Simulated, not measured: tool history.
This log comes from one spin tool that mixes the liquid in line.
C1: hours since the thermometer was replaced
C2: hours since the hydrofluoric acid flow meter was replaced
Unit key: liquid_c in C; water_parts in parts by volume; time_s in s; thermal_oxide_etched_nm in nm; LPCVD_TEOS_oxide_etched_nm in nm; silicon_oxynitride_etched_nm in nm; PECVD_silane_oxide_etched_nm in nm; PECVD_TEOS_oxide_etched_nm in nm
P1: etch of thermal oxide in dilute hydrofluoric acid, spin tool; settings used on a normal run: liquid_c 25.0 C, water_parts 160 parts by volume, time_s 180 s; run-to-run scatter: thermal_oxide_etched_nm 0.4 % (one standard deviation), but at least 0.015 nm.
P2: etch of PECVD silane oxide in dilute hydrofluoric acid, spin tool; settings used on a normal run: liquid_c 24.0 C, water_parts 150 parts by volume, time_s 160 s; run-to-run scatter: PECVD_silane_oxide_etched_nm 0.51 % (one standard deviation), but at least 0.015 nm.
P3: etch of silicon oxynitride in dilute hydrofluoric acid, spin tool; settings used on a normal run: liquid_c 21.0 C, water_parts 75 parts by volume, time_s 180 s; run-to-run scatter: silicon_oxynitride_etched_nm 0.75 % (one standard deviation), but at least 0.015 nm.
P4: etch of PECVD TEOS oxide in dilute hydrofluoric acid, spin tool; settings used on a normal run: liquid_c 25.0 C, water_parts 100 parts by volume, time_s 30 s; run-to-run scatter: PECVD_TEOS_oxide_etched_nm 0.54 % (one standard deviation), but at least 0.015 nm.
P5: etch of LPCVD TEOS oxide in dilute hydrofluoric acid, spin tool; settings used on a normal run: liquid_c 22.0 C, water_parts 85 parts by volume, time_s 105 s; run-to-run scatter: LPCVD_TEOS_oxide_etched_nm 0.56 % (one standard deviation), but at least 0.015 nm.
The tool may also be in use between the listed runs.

run 1 hour=6.0 | process=P1 liquid_c=25.0 water_parts=160 time_s=180 | C1=1362.6 C2=251.0 | thermal_oxide_etched_nm=5.2789
run 2 hour=9.9 | process=P5 liquid_c=22.0 water_parts=120 time_s=105 | C1=1366.5 C2=254.9 | LPCVD_TEOS_oxide_etched_nm=34.223
run 3 hour=15.7 | process=P3 liquid_c=29.5 water_parts=75 time_s=180 | C1=1372.3 C2=260.7 | silicon_oxynitride_etched_nm=5.1410
-- hour=20.8 thermometer replaced
run 4 hour=22.0 | process=P1 liquid_c=19.5 water_parts=160 time_s=180 | C1=1.3 C2=267.0 | thermal_oxide_etched_nm=4.2630
run 5 hour=27.7 | process=P2 liquid_c=24.0 water_parts=150 time_s=160 | C1=7.0 C2=272.7 | PECVD_silane_oxide_etched_nm=24.963
run 6 hour=31.5 | process=P5 liquid_c=28.5 water_parts=85 time_s=105 | C1=10.8 C2=276.5 | LPCVD_TEOS_oxide_etched_nm=64.339
run 7 hour=35.8 | process=P3 liquid_c=21.0 water_parts=75 time_s=180 | C1=15.1 C2=280.8 | silicon_oxynitride_etched_nm=3.4131
run 8 hour=40.9 | process=P1 liquid_c=25.0 water_parts=160 time_s=180 | C1=20.2 C2=285.9 | thermal_oxide_etched_nm=5.2652
run 9 hour=45.4 | process=P4 liquid_c=25.0 water_parts=30 time_s=30 | C1=24.7 C2=290.4 | PECVD_TEOS_oxide_etched_nm=17.0600
run 10 hour=49.4 | process=P3 liquid_c=21.0 water_parts=75 time_s=295 | C1=28.7 C2=294.4 | silicon_oxynitride_etched_nm=5.6285
run 11 hour=55.7 | process=P4 liquid_c=25.0 water_parts=100 time_s=30 | C1=35.0 C2=300.7 | PECVD_TEOS_oxide_etched_nm=4.6785
run 12 hour=59.0 | process=P4 liquid_c=25.0 water_parts=100 time_s=15 | C1=38.3 C2=304.0 | PECVD_TEOS_oxide_etched_nm=2.3292
run 13 hour=62.8 | process=P1 liquid_c=30.0 water_parts=160 time_s=180 | C1=42.1 C2=307.8 | thermal_oxide_etched_nm=6.3403
run 14 hour=69.8 | process=P1 liquid_c=25.0 water_parts=160 time_s=180 | C1=49.1 C2=314.8 | thermal_oxide_etched_nm=5.3133
run 15 hour=76.6 | process=P5 liquid_c=22.0 water_parts=85 time_s=105 | C1=55.9 C2=321.6 | LPCVD_TEOS_oxide_etched_nm=49.760
run 16 hour=81.4 | process=P1 liquid_c=30.5 water_parts=280 time_s=180 | C1=60.7 C2=326.4 | thermal_oxide_etched_nm=3.2007
run 17 hour=87.6 | process=P5 liquid_c=22.0 water_parts=85 time_s=105 | C1=66.9 C2=332.6 | LPCVD_TEOS_oxide_etched_nm=50.271
run 18 hour=94.1 | process=P2 liquid_c=24.0 water_parts=25 time_s=160 | C1=73.4 C2=339.1 | PECVD_silane_oxide_etched_nm=174.530
run 19 hour=100.4 | process=P5 liquid_c=22.0 water_parts=85 time_s=205 | C1=79.7 C2=345.4 | LPCVD_TEOS_oxide_etched_nm=98.397
run 20 hour=104.9 | process=P1 liquid_c=25.0 water_parts=70 time_s=180 | C1=84.2 C2=349.9 | thermal_oxide_etched_nm=13.4820
run 21 hour=109.8 | process=P1 liquid_c=25.0 water_parts=275 time_s=180 | C1=89.1 C2=354.8 | thermal_oxide_etched_nm=2.7334
-- hour=114.3 hydrofluoric acid flow meter replaced
run 22 hour=115.1 | process=P1 liquid_c=25.0 water_parts=160 time_s=350 | C1=94.4 C2=0.8 | thermal_oxide_etched_nm=10.3260
run 23 hour=121.9 | process=P2 liquid_c=24.0 water_parts=150 time_s=245 | C1=101.2 C2=7.6 | PECVD_silane_oxide_etched_nm=37.866
run 24 hour=127.5 | process=P1 liquid_c=25.0 water_parts=160 time_s=180 | C1=106.8 C2=13.2 | thermal_oxide_etched_nm=5.2542
run 25 hour=134.0 | process=P2 liquid_c=18.0 water_parts=150 time_s=160 | C1=113.3 C2=19.7 | PECVD_silane_oxide_etched_nm=19.607
run 26 hour=140.9 | process=P4 liquid_c=18.0 water_parts=100 time_s=30 | C1=120.2 C2=26.6 | PECVD_TEOS_oxide_etched_nm=3.5057
run 27 hour=144.8 | process=P1 liquid_c=19.5 water_parts=160 time_s=255 | C1=124.1 C2=30.5 | thermal_oxide_etched_nm=6.0885
run 28 hour=150.8 | process=P3 liquid_c=21.0 water_parts=20 time_s=180 | C1=130.1 C2=36.5 | silicon_oxynitride_etched_nm=13.5440
run 29 hour=157.4 | process=P1 liquid_c=25.0 water_parts=160 time_s=180 | C1=136.7 C2=43.1 | thermal_oxide_etched_nm=5.3393
run 30 hour=162.6 | process=P2 liquid_c=24.0 water_parts=150 time_s=160 | C1=141.9 C2=48.3 | PECVD_silane_oxide_etched_nm=24.863
run 31 hour=168.0 | process=P1 liquid_c=25.0 water_parts=160 time_s=50 | C1=147.3 C2=53.7 | thermal_oxide_etched_nm=1.5024
run 32 hour=172.2 | process=P3 liquid_c=21.0 water_parts=75 time_s=180 | C1=151.5 C2=57.9 | silicon_oxynitride_etched_nm=3.4655
run 33 hour=177.7 | process=P1 liquid_c=25.0 water_parts=160 time_s=180 | C1=157.0 C2=63.4 | thermal_oxide_etched_nm=5.3238
run 34 hour=184.3 | process=P1 liquid_c=25.0 water_parts=160 time_s=180 | C1=163.6 C2=70.0 | thermal_oxide_etched_nm=5.5571
run 35 hour=187.7 | process=P1 liquid_c=25.0 water_parts=160 time_s=180 | C1=167.0 C2=73.4 | thermal_oxide_etched_nm=5.6130
run 36 hour=193.0 | process=P1 liquid_c=25.0 water_parts=160 time_s=180 | C1=172.3 C2=78.7 | thermal_oxide_etched_nm=5.6657
run 37 hour=198.5 | process=P1 liquid_c=25.0 water_parts=160 time_s=180 | C1=177.8 C2=84.2 | thermal_oxide_etched_nm=5.7083
run 38 hour=201.9 | process=P1 liquid_c=25.0 water_parts=160 time_s=180 | C1=181.2 C2=87.6 | thermal_oxide_etched_nm=5.7173
run 39 hour=209.1 | process=P1 liquid_c=25.0 water_parts=160 time_s=180 | C1=188.4 C2=94.8 | thermal_oxide_etched_nm=5.7786

The log shows P1 creeping away from where it was. Any of the 2 causes listed here, at the size stated for it, fits the log just as well as the others:
A: hydrofluoric acid flow above the setpoint (%) = 6.82
B: liquid hotter than its thermometer reads (K) = 2.1
Creep in the process output first set in at about hour 177.7.

Which of the 4 check runs listed below, each an average over 2 wafers with its results shown as question marks, gives clearly different results under the different listed causes?
run check 1 hour=216.3 | process=P2 liquid_c=20.5 water_parts=150 time_s=160 | PECVD_silane_oxide_etched_nm=?
run check 2 hour=216.3 | process=P3 liquid_c=21.0 water_parts=30 time_s=180 | silicon_oxynitride_etched_nm=?
run check 3 hour=216.3 | process=P5 liquid_c=27.5 water_parts=85 time_s=145 | LPCVD_TEOS_oxide_etched_nm=?
run check 4 hour=216.3 | process=P4 liquid_c=25.0 water_parts=100 time_s=15 | PECVD_TEOS_oxide_etched_nm=?

Check results expected under each cause:
check=check_1 result=PECVD_silane_oxide_etched_nm if_A=23.442 if_B=23.586
check=check_2 result=silicon_oxynitride_etched_nm if_A=9.4417 if_B=9.8101
check=check_3 result=LPCVD_TEOS_oxide_etched_nm if_A=92.772 if_B=93.457
check=check_4 result=PECVD_TEOS_oxide_etched_nm if_A=2.4989 if_B=2.5182
Smallest distance between any two causes, each pair judged by its most separating result, in per cent: check 1 0.61 %; check 2 3.83 %; check 3 0.74 %; check 4 0.77 %
Check 2 distinguishes between the causes, while the remaining checks would return nearly the same result for all of them.

Check 2 was then run and gave: silicon_oxynitride_etched_nm 9.4445 nm. Which cause is it?

The correct cause is A, namely: hydrofluoric acid flow above the setpoint (%).
